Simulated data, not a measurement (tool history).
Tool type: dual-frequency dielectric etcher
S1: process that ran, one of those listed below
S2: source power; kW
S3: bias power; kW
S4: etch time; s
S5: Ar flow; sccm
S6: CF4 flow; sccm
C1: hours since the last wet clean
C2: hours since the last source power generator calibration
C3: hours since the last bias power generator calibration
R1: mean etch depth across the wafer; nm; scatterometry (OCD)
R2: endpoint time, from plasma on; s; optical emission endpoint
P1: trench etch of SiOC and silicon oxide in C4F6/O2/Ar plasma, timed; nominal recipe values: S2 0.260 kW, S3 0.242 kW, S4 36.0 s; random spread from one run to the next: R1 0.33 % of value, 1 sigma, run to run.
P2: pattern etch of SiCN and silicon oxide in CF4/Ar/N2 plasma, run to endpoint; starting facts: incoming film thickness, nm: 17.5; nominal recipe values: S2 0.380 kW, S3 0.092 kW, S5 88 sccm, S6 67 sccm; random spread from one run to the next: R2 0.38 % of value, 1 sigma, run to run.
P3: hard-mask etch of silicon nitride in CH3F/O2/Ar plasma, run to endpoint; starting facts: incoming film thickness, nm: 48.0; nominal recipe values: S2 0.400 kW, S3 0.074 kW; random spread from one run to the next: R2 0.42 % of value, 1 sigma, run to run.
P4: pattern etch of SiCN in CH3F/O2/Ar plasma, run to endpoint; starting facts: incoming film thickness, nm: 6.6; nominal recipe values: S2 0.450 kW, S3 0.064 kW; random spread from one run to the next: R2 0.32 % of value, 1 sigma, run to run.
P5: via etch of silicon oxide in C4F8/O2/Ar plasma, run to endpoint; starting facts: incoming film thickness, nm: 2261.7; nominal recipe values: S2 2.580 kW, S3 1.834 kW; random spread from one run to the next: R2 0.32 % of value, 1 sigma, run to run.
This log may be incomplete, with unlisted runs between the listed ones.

Run 1, hour 15.3: S1 P1, S2 0.260 kW, S3 0.242 kW, S4 36.0 s; C1 89.7; C2 2457.2; C3 1216.9. Result: R1 64.525 nm.
Run 2, hour 25.3: S1 P3, S2 0.400 kW, S3 0.074 kW; C1 99.7; C2 2467.2; C3 1226.9. Result: R2 69.586 s.
Run 3, hour 33.7: S1 P3, S2 0.400 kW, S3 0.074 kW; C1 108.1; C2 2475.6; C3 1235.3. Result: R2 70.238 s.
Run 4, hour 46.7: S1 P1, S2 0.210 kW, S3 0.242 kW, S4 36.0 s; C1 121.1; C2 2488.6; C3 1248.3. Result: R1 59.207 nm.
Run 5, hour 61.6: S1 P1, S2 0.350 kW, S3 0.242 kW, S4 36.0 s; C1 136.0; C2 2503.5; C3 1263.2. Result: R1 72.301 nm.
Run 6, hour 74.8: S1 P1, S2 0.260 kW, S3 0.242 kW, S4 20.0 s; C1 149.2; C2 2516.7; C3 1276.4. Result: R1 35.757 nm.
Run 7, hour 90.5: S1 P2, S2 0.380 kW, S3 0.092 kW, S5 66 sccm, S6 67 sccm; C1 164.9; C2 2532.4; C3 1292.1. Result: R2 20.986 s.
Run 8, hour 103.5: S1 P4, S2 0.450 kW, S3 0.081 kW; C1 177.9; C2 2545.4; C3 1305.1. Result: R2 15.948 s.
Run 9, hour 118.8: S1 P1, S2 0.260 kW, S3 0.242 kW, S4 36.0 s; C1 193.2; C2 2560.7; C3 1320.4. Result: R1 64.439 nm.
Run 10, hour 131.2: S1 P1, S2 0.300 kW, S3 0.189 kW, S4 36.0 s; C1 205.6; C2 2573.1; C3 1332.8. Result: R1 62.393 nm.
At hour 132.8: bias power generator calibrated.
Run 11, hour 141.5: S1 P2, S2 0.380 kW, S3 0.092 kW, S5 88 sccm, S6 47 sccm; C1 215.9; C2 2583.4; C3 8.7. Result: R2 22.933 s.
Run 12, hour 151.8: S1 P4, S2 0.450 kW, S3 0.064 kW; C1 226.2; C2 2593.7; C3 19.0. Result: R2 17.356 s.
Run 13, hour 165.3: S1 P1, S2 0.260 kW, S3 0.338 kW, S4 36.0 s; C1 239.7; C2 2607.2; C3 32.5. Result: R1 72.584 nm.
Run 14, hour 173.7: S1 P1, S2 0.260 kW, S3 0.242 kW, S4 36.0 s; C1 248.1; C2 2615.6; C3 40.9. Result: R1 64.609 nm.
Run 15, hour 187.5: S1 P1, S2 0.260 kW, S3 0.242 kW, S4 36.0 s; C1 261.9; C2 2629.4; C3 54.7. Result: R1 64.240 nm.
Run 16, hour 196.4: S1 P4, S2 0.580 kW, S3 0.064 kW; C1 270.8; C2 2638.3; C3 63.6. Result: R2 15.830 s.
Run 17, hour 207.5: S1 P3, S2 0.400 kW, S3 0.061 kW; C1 281.9; C2 2649.4; C3 74.7. Result: R2 74.256 s.
Run 18, hour 218.5: S1 P1, S2 0.260 kW, S3 0.242 kW, S4 36.0 s; C1 292.9; C2 2660.4; C3 85.7. Result: R1 64.933 nm.
Run 19, hour 228.7: S1 P1, S2 0.210 kW, S3 0.170 kW, S4 36.0 s; C1 303.1; C2 2670.6; C3 95.9. Result: R1 52.956 nm.
Run 20, hour 242.2: S1 P4, S2 0.450 kW, S3 0.064 kW; C1 316.6; C2 2684.1; C3 109.4. Result: R2 17.438 s.
Run 21, hour 256.8: S1 P5, S2 1.790 kW, S3 1.834 kW; C1 331.2; C2 2698.7; C3 124.0. Result: R2 474.690 s.
Run 22, hour 265.2: S1 P1, S2 0.260 kW, S3 0.242 kW, S4 36.0 s; C1 339.6; C2 2707.1; C3 132.4. Result: R1 64.929 nm.
Run 23, hour 280.0: S1 P5, S2 2.580 kW, S3 1.834 kW; C1 354.4; C2 2721.9; C3 147.2. Result: R2 409.370 s.
Run 24, hour 295.3: S1 P1, S2 0.260 kW, S3 0.242 kW, S4 36.0 s; C1 369.7; C2 2737.2; C3 162.5. Result: R1 64.452 nm.
At hour 295.7: source power generator calibrated.
Run 25, hour 302.2: S1 P2, S2 0.380 kW, S3 0.092 kW, S5 88 sccm, S6 67 sccm; C1 376.6; C2 6.5; C3 169.4. Result: R2 21.788 s.
Run 26, hour 315.9: S1 P1, S2 0.260 kW, S3 0.242 kW, S4 52.5 s; C1 390.3; C2 20.2; C3 183.1. Result: R1 93.938 nm.
Run 27, hour 328.5: S1 P2, S2 0.380 kW, S3 0.124 kW, S5 88 sccm, S6 67 sccm; C1 402.9; C2 32.8; C3 195.7. Result: R2 19.654 s.
Run 28, hour 340.3: S1 P1, S2 0.260 kW, S3 0.152 kW, S4 36.0 s; C1 414.7; C2 44.6; C3 207.5. Result: R1 55.144 nm.
Run 29, hour 350.4: S1 P5, S2 2.580 kW, S3 2.530 kW; C1 424.8; C2 54.7; C3 217.6. Result: R2 374.830 s.
Run 30, hour 359.7: S1 P3, S2 0.550 kW, S3 0.074 kW; C1 434.1; C2 64.0; C3 226.9. Result: R2 62.357 s.
Run 31, hour 368.8: S1 P2, S2 0.310 kW, S3 0.092 kW, S5 88 sccm, S6 67 sccm; C1 443.2; C2 73.1; C3 236.0. Result: R2 26.102 s.
Run 32, hour 376.4: S1 P1, S2 0.260 kW, S3 0.242 kW, S4 36.0 s; C1 450.8; C2 80.7; C3 243.6. Result: R1 64.448 nm.
Run 33, hour 384.6: S1 P1, S2 0.260 kW, S3 0.242 kW, S4 36.0 s; C1 459.0; C2 88.9; C3 251.8. Result: R1 64.873 nm.
Run 34, hour 397.2: S1 P1, S2 0.260 kW, S3 0.242 kW, S4 36.0 s; C1 471.6; C2 101.5; C3 264.4. Result: R1 64.963 nm.
Run 35, hour 412.4: S1 P1, S2 0.260 kW, S3 0.242 kW, S4 36.0 s; C1 486.8; C2 116.7; C3 279.6. Result: R1 65.192 nm.
Run 36, hour 426.6: S1 P1, S2 0.260 kW, S3 0.242 kW, S4 36.0 s; C1 501.0; C2 130.9; C3 293.8. Result: R1 65.362 nm.
Run 37, hour 440.5: S1 P1, S2 0.260 kW, S3 0.242 kW, S4 36.0 s; C1 514.9; C2 144.8; C3 307.7. Result: R1 65.486 nm.
Run 38, hour 456.2: S1 P1, S2 0.260 kW, S3 0.242 kW, S4 36.0 s; C1 530.6; C2 160.5; C3 323.4. Result: R1 65.458 nm.
At hour 466.4: wet clean of the chamber.
Run 39, hour 470.7: S1 P1, S2 0.260 kW, S3 0.242 kW, S4 36.0 s; C1 4.3; C2 175.0; C3 337.9. Result: R1 65.298 nm.
Run 40, hour 482.6: S1 P1, S2 0.260 kW, S3 0.242 kW, S4 36.0 s; C1 16.2; C2 186.9; C3 349.8. Result: R1 65.454 nm.
Run 41, hour 495.4: S1 P1, S2 0.260 kW, S3 0.242 kW, S4 36.0 s; C1 29.0; C2 199.7; C3 362.6. Result: R1 65.486 nm.
Run 42, hour 506.8: S1 P1, S2 0.260 kW, S3 0.242 kW, S4 36.0 s; C1 40.4; C2 211.1; C3 374.0. Result: R1 65.545 nm.

The output of P1 has drifted from where it used to be. Each of the 2 causes below, taken at the size shown beside it, accounts for the log equally well:
A: source power that arrives over what is set, % = 4.41
B: bias power that arrives over what is set, % = 4.83
Onset of the creep was near hour 376.4.
The rest of the possible causes, and what rules out each one:
chamber walls in a state that raises the etch rate, %: its service at hour 466.4 followed the start of the drift and did not put the process back to its old value

Which of the 4 check runs listed below, each an average over 2 wafers with its results shown as question marks, gives clearly different results under the different listed causes?
Run check 1, hour 518.2: S1 P2, S2 0.380 kW, S3 0.092 kW, S5 88 sccm, S6 67 sccm. Result: R2 ?.
Run check 2, hour 518.2: S1 P4, S2 0.450 kW, S3 0.064 kW. Result: R2 ?.
Run check 3, hour 518.2: S1 P5, S2 2.580 kW, S3 1.834 kW. Result: R2 ?.
Run check 4, hour 518.2: S1 P3, S2 0.400 kW, S3 0.074 kW. Result: R2 ?.

How each check would come out, cause by cause:
  check  result     if A     if B
check 1      R2   21.004   21.451
check 2      R2   17.083   17.087
check 3      R2  403.480  405.260
check 4      R2   68.687   68.687
Smallest distance between any two causes, each pair judged by its most separating result, in per cent: check 1 2.11 %; check 2 0.02 %; check 3 0.44 %; check 4 0 %
The other checks would show nearly matching results whichever cause is true, so check 1 is the only one that separates the causes.

Running check 1 produced the following: R2 20.932 s. Which one of the listed causes fits?

It is A: source power that arrives over what is set, %.
